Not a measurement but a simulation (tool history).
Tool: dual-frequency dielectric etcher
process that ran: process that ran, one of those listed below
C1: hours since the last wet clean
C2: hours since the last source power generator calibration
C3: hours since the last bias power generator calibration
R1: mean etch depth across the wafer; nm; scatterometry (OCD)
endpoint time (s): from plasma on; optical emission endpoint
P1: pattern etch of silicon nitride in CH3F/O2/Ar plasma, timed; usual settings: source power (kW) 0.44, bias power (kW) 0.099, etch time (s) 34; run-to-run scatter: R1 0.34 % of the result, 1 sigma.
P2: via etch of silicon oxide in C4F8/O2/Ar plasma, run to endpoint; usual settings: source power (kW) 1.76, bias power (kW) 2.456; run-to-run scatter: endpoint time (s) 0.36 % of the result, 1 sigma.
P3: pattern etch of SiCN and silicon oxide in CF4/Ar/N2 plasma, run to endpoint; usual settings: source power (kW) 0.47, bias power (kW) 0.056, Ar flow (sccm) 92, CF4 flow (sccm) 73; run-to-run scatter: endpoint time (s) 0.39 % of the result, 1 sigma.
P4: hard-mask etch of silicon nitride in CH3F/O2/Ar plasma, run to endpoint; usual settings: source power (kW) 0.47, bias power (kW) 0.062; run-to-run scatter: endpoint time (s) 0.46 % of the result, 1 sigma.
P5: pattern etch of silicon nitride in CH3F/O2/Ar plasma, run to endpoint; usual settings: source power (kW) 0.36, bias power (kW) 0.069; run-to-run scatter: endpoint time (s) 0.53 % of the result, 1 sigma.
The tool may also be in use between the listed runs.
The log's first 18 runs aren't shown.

Run 19, hour 268.4: process that ran P3, source power (kW) 0.47, bias power (kW) 0.056, Ar flow (sccm) 92, CF4 flow (sccm) 57; C1 343; C2 3588; C3 2335.9. Result: endpoint time (s) 16.892.
At hour 279: source power generator calibrated.
Run 20, hour 286.8: process that ran P1, source power (kW) 0.44, bias power (kW) 0.099, etch time (s) 19; C1 361.4; C2 7.8; C3 2354.3. Result: R1 15.049 nm.
Run 21, hour 296.9: process that ran P4, source power (kW) 0.47, bias power (kW) 0.062; C1 371.5; C2 17.9; C3 2364.4. Result: endpoint time (s) 71.595.
Run 22, hour 306.3: process that ran P1, source power (kW) 0.44, bias power (kW) 0.127, etch time (s) 34; C1 380.9; C2 27.3; C3 2373.8. Result: R1 29.44 nm.
Run 23, hour 319.6: process that ran P4, source power (kW) 0.47, bias power (kW) 0.062; C1 394.2; C2 40.6; C3 2387.1. Result: endpoint time (s) 71.856.
Run 24, hour 328.4: process that ran P2, source power (kW) 1.76, bias power (kW) 2.456; C1 403; C2 49.4; C3 2395.9. Result: endpoint time (s) 239.34.
Run 25, hour 340.5: process that ran P1, source power (kW) 0.59, bias power (kW) 0.099, etch time (s) 34; C1 415.1; C2 61.5; C3 2408. Result: R1 30.158 nm.
Run 26, hour 356.8: process that ran P1, source power (kW) 0.35, bias power (kW) 0.099, etch time (s) 19; C1 431.4; C2 77.8; C3 2424.3. Result: R1 13.846 nm.
Run 27, hour 375.9: process that ran P3, source power (kW) 0.47, bias power (kW) 0.056, Ar flow (sccm) 92, CF4 flow (sccm) 73; C1 450.5; C2 96.9; C3 2443.4. Result: endpoint time (s) 16.381.
Run 28, hour 394: process that ran P3, source power (kW) 0.47, bias power (kW) 0.056, Ar flow (sccm) 112, CF4 flow (sccm) 73; C1 468.6; C2 115; C3 2461.5. Result: endpoint time (s) 16.805.
Run 29, hour 404.6: process that ran P1, source power (kW) 0.57, bias power (kW) 0.099, etch time (s) 18.5; C1 479.2; C2 125.6; C3 2472.1. Result: R1 16.109 nm.
Run 30, hour 422.8: process that ran P1, source power (kW) 0.44, bias power (kW) 0.099, etch time (s) 34; C1 497.4; C2 143.8; C3 2490.3. Result: R1 27.044 nm.
Run 31, hour 440.3: process that ran P3, source power (kW) 0.47, bias power (kW) 0.043, Ar flow (sccm) 92, CF4 flow (sccm) 73; C1 514.9; C2 161.3; C3 2507.8. Result: endpoint time (s) 17.677.

Forecast run 32:
Run 32, hour 456.6: process that ran P1, source power (kW) 0.44, bias power (kW) 0.099, etch time (s) 34; C1 531.2; C2 177.6; C3 2524.1. Result: R1 ?.

Run 32 gave R1 27.033 nm.

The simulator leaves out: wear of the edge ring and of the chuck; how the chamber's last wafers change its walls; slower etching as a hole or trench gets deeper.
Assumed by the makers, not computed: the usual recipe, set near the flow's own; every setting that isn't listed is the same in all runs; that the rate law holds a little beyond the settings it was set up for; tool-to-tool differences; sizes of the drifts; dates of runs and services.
